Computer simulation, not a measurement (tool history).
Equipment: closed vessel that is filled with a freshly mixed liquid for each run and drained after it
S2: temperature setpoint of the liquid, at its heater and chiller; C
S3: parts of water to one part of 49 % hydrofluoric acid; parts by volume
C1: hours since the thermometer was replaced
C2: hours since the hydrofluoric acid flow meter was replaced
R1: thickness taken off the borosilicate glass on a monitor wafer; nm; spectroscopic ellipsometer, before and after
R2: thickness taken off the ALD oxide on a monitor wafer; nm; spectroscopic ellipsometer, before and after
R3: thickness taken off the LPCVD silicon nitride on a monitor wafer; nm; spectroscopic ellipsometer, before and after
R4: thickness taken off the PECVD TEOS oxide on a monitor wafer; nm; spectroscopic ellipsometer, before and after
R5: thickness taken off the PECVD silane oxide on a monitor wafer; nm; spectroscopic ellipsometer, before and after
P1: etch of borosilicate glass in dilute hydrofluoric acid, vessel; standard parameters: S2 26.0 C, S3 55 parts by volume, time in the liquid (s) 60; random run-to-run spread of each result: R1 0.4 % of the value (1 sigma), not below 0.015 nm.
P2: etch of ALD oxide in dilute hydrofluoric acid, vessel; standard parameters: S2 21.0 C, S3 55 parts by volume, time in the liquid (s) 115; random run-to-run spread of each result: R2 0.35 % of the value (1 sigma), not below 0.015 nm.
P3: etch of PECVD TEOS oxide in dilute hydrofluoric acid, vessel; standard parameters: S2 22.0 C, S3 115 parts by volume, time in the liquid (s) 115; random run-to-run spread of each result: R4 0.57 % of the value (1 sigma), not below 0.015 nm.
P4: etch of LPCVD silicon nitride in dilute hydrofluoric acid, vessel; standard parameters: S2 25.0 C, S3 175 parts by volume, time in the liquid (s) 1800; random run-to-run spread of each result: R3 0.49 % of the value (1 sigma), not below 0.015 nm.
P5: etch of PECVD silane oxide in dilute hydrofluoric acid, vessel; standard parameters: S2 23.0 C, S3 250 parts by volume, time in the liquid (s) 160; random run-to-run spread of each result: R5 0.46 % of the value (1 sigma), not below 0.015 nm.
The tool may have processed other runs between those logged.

{"run": 1, "hour": 11.5, "process that ran": "P1", "S2": 26.0, "S3": 55, "time in the liquid (s)": 60, "C1": 539.6, "C2": 92.9, "R1": 30.863}
{"run": 2, "hour": 21.9, "process that ran": "P2", "S2": 21.0, "S3": 80, "time in the liquid (s)": 115, "C1": 550.0, "C2": 103.3, "R2": 18.926}
{"run": 3, "hour": 32.7, "process that ran": "P1", "S2": 26.0, "S3": 55, "time in the liquid (s)": 60, "C1": 560.8, "C2": 114.1, "R1": 31.033}
{"run": 4, "hour": 45.7, "process that ran": "P1", "S2": 26.0, "S3": 55, "time in the liquid (s)": 60, "C1": 573.8, "C2": 127.1, "R1": 30.975}
{"run": 5, "hour": 56.5, "process that ran": "P2", "S2": 21.0, "S3": 55, "time in the liquid (s)": 115, "C1": 584.6, "C2": 137.9, "R2": 28.269}
{"run": 6, "hour": 66.9, "process that ran": "P4", "S2": 25.0, "S3": 175, "time in the liquid (s)": 3100, "C1": 595.0, "C2": 148.3, "R3": 10.124}
{"run": 7, "hour": 75.0, "process that ran": "P3", "S2": 22.0, "S3": 115, "time in the liquid (s)": 30, "C1": 603.1, "C2": 156.4, "R4": 3.1148}
{"run": 8, "hour": 85.9, "process that ran": "P5", "S2": 23.0, "S3": 250, "time in the liquid (s)": 160, "C1": 614.0, "C2": 167.3, "R5": 24.58}
{"run": 9, "hour": 96.0, "process that ran": "P1", "S2": 26.0, "S3": 20, "time in the liquid (s)": 60, "C1": 624.1, "C2": 177.4, "R1": 89.173}
{"run": 10, "hour": 102.9, "process that ran": "P5", "S2": 23.0, "S3": 250, "time in the liquid (s)": 160, "C1": 631.0, "C2": 184.3, "R5": 24.582}
{"run": 11, "hour": 116.6, "process that ran": "P1", "S2": 22.5, "S3": 55, "time in the liquid (s)": 90, "C1": 644.7, "C2": 198.0, "R1": 40.108}
{"run": 12, "hour": 125.0, "process that ran": "P2", "S2": 21.0, "S3": 55, "time in the liquid (s)": 115, "C1": 653.1, "C2": 206.4, "R2": 28.295}
{"run": 13, "hour": 135.4, "process that ran": "P1", "S2": 26.0, "S3": 55, "time in the liquid (s)": 60, "C1": 663.5, "C2": 216.8, "R1": 30.963}
{"run": 14, "hour": 147.9, "process that ran": "P2", "S2": 28.0, "S3": 55, "time in the liquid (s)": 115, "C1": 676.0, "C2": 229.3, "R2": 37.601}
{"run": 15, "hour": 162.0, "process that ran": "P3", "S2": 22.0, "S3": 35, "time in the liquid (s)": 115, "C1": 690.1, "C2": 243.4, "R4": 43.703}
{"run": 16, "hour": 171.2, "process that ran": "P4", "S2": 25.0, "S3": 175, "time in the liquid (s)": 1800, "C1": 699.3, "C2": 252.6, "R3": 5.8156}
{"run": 17, "hour": 180.3, "process that ran": "P3", "S2": 26.0, "S3": 115, "time in the liquid (s)": 115, "C1": 708.4, "C2": 261.7, "R4": 14.042}
{"run": 18, "hour": 187.2, "process that ran": "P1", "S2": 26.0, "S3": 55, "time in the liquid (s)": 60, "C1": 715.3, "C2": 268.6, "R1": 31.083}
{"run": 19, "hour": 198.3, "process that ran": "P4", "S2": 33.0, "S3": 175, "time in the liquid (s)": 1800, "C1": 726.4, "C2": 279.7, "R3": 9.5222}
{"run": 20, "hour": 206.8, "process that ran": "P1", "S2": 26.0, "S3": 55, "time in the liquid (s)": 60, "C1": 734.9, "C2": 288.2, "R1": 30.986}
{"run": 21, "hour": 216.2, "process that ran": "P5", "S2": 23.0, "S3": 380, "time in the liquid (s)": 160, "C1": 744.3, "C2": 297.6, "R5": 14.405}
{"run": 22, "hour": 223.9, "process that ran": "P1", "S2": 26.0, "S3": 55, "time in the liquid (s)": 60, "C1": 752.0, "C2": 305.3, "R1": 30.94}
{"run": 23, "hour": 238.5, "process that ran": "P3", "S2": 22.0, "S3": 115, "time in the liquid (s)": 115, "C1": 766.6, "C2": 319.9, "R4": 12.034}
{"run": 24, "hour": 246.7, "process that ran": "P1", "S2": 26.0, "S3": 85, "time in the liquid (s)": 60, "C1": 774.8, "C2": 328.1, "R1": 19.162}
{"run": 25, "hour": 259.8, "process that ran": "P2", "S2": 21.0, "S3": 55, "time in the liquid (s)": 175, "C1": 787.9, "C2": 341.2, "R2": 43.086}
{"hour": 260.4, "done": "hydrofluoric acid flow meter replaced"}
{"run": 26, "hour": 267.7, "process that ran": "P1", "S2": 18.0, "S3": 55, "time in the liquid (s)": 60, "C1": 795.8, "C2": 7.4, "R1": 22.176}
{"run": 27, "hour": 276.7, "process that ran": "P1", "S2": 26.0, "S3": 55, "time in the liquid (s)": 30, "C1": 804.8, "C2": 16.4, "R1": 15.436}
{"run": 28, "hour": 287.9, "process that ran": "P5", "S2": 17.0, "S3": 250, "time in the liquid (s)": 160, "C1": 816.0, "C2": 27.6, "R5": 19.633}
{"run": 29, "hour": 296.0, "process that ran": "P5", "S2": 23.0, "S3": 250, "time in the liquid (s)": 310, "C1": 824.1, "C2": 35.7, "R5": 47.489}
{"run": 30, "hour": 305.3, "process that ran": "P4", "S2": 25.0, "S3": 175, "time in the liquid (s)": 1800, "C1": 833.4, "C2": 45.0, "R3": 5.835}
{"run": 31, "hour": 319.4, "process that ran": "P4", "S2": 25.0, "S3": 40, "time in the liquid (s)": 1800, "C1": 847.5, "C2": 59.1, "R3": 25.187}
{"run": 32, "hour": 327.4, "process that ran": "P1", "S2": 26.0, "S3": 55, "time in the liquid (s)": 105, "C1": 855.5, "C2": 67.1, "R1": 54.167}
{"run": 33, "hour": 338.9, "process that ran": "P1", "S2": 32.5, "S3": 55, "time in the liquid (s)": 60, "C1": 867.0, "C2": 78.6, "R1": 40.133}
{"run": 34, "hour": 348.2, "process that ran": "P1", "S2": 26.0, "S3": 55, "time in the liquid (s)": 60, "C1": 876.3, "C2": 87.9, "R1": 30.944}
{"run": 35, "hour": 360.4, "process that ran": "P1", "S2": 26.0, "S3": 55, "time in the liquid (s)": 60, "C1": 888.5, "C2": 100.1, "R1": 30.04}
{"run": 36, "hour": 372.3, "process that ran": "P1", "S2": 26.0, "S3": 55, "time in the liquid (s)": 60, "C1": 900.4, "C2": 112.0, "R1": 29.596}
{"run": 37, "hour": 387.2, "process that ran": "P1", "S2": 26.0, "S3": 55, "time in the liquid (s)": 60, "C1": 915.3, "C2": 126.9, "R1": 29.307}
{"run": 38, "hour": 398.1, "process that ran": "P1", "S2": 26.0, "S3": 55, "time in the liquid (s)": 60, "C1": 926.2, "C2": 137.8, "R1": 29.009}
{"run": 39, "hour": 407.5, "process that ran": "P1", "S2": 26.0, "S3": 55, "time in the liquid (s)": 60, "C1": 935.6, "C2": 147.2, "R1": 29.023}
{"run": 40, "hour": 419.0, "process that ran": "P1", "S2": 26.0, "S3": 55, "time in the liquid (s)": 60, "C1": 947.1, "C2": 158.7, "R1": 29.151}
{"run": 41, "hour": 433.9, "process that ran": "P1", "S2": 26.0, "S3": 55, "time in the liquid (s)": 60, "C1": 962.0, "C2": 173.6, "R1": 28.966}
{"run": 42, "hour": 447.9, "process that ran": "P1", "S2": 26.0, "S3": 55, "time in the liquid (s)": 60, "C1": 976.0, "C2": 187.6, "R1": 28.994}

P1 no longer gives what it gave before; its output has crept away from where it was. The following 2 causes, each at its listed size, fit the log equally well:
A: liquid colder than its thermometer reads (K) = 1.74
B: hydrofluoric acid flow below the setpoint (%) = 6.33
The gradual shift began around hour 348.2.

Which of the 4 check runs listed below separates the causes, so that each cause would produce a clearly different result? Each run uses one wafer, and its results are marked with question marks.
{"run": "check 1", "hour": 461.9, "process that ran": "P2", "S2": 24.0, "S3": 55, "time in the liquid (s)": 115, "R2": "?"}
{"run": "check 2", "hour": 461.9, "process that ran": "P3", "S2": 22.0, "S3": 70, "time in the liquid (s)": 30, "R4": "?"}
{"run": "check 3", "hour": 461.9, "process that ran": "P5", "S2": 17.0, "S3": 250, "time in the liquid (s)": 160, "R5": "?"}
{"run": "check 4", "hour": 461.9, "process that ran": "P4", "S2": 32.0, "S3": 65, "time in the liquid (s)": 1800, "R3": "?"}

Predicted outcomes, by check and by cause:
check=check_1 result=R2 if_A=29.834 if_B=29.878
check=check_2 result=R4 if_A=5.0541 if_B=5.0594
check=check_3 result=R5 if_A=18.333 if_B=18.119
check=check_4 result=R3 if_A=21.9540 if_B=22.9610
Per-check spread between the two closest causes, in the result where they differ most: check 1 0.15 %; check 2 0.1 %; check 3 1.17 %; check 4 4.48 %
Check 4 distinguishes between the causes, while the remaining checks would return nearly the same result for all of them.

Here is what check 4 returned: R3 22.8890 nm. Which cause is it?

It is B: hydrofluoric acid flow below the setpoint (%).

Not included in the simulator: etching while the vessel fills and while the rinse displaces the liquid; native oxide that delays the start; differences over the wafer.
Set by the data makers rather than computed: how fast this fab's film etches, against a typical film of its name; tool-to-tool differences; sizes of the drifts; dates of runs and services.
